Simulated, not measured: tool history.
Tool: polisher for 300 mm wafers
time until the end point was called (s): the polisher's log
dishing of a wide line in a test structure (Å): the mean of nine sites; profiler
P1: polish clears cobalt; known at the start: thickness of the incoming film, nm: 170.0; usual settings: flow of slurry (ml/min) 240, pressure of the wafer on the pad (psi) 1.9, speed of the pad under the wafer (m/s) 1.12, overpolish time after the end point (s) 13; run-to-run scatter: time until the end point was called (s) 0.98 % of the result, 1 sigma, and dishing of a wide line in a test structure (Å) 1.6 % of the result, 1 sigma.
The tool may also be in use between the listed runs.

run	hour	flow of slurry (ml/min)	pressure of the wafer on the pad (psi)	speed of the pad under the wafer (m/s)	overpolish time after the end point (s)	time until the end point was called (s)	dishing of a wide line in a test structure (Å)
1	3.0	240	1.9	1.12	13	37.276	352.77
2	7.9	240	1.9	1.12	4	37.135	154.61
3	13.6	240	3.0	1.12	13	24.165	445.19
4	20.2	240	1.9	1.74	13	24.199	448.17
5	24.8	240	1.9	0.50	13	82.540	206.03
6	28.6	145	1.9	1.12	13	40.366	347.65
7	32.8	310	1.9	1.12	13	36.715	365.36
8	37.6	240	1.9	1.12	13	37.347	366.50
9	42.9	240	1.9	1.12	13	37.207	364.78
10	49.5	240	1.9	1.12	13	37.196	363.05
11	54.6	240	1.9	1.12	13	37.558	362.41
12	57.9	240	2.4	0.60	13	55.901	282.62
13	63.7	240	1.9	1.12	13	37.650	357.96
14	66.7	240	1.9	1.12	24	36.759	480.96
15	70.1	240	0.9	1.12	13	78.838	221.07
16	73.3	240	1.9	1.12	13	37.208	368.68
17	79.6	240	1.9	1.12	13	38.732	363.60
18	86.0	240	1.9	1.12	13	38.882	359.52
19	91.4	240	1.9	1.12	13	39.173	349.03
20	95.4	240	1.9	1.12	13	39.307	347.87
21	100.5	240	1.9	1.12	13	40.209	352.59
# hour 102.8: head pressure recalibrated
22	106.1	240	1.9	1.12	13	39.895	347.97

Forecast run 23:
23	112.7	240	1.9	1.12	13	?	?

Run 23 gave time until the end point was called (s) 39.130, dishing of a wide line in a test structure (Å) 356.50.
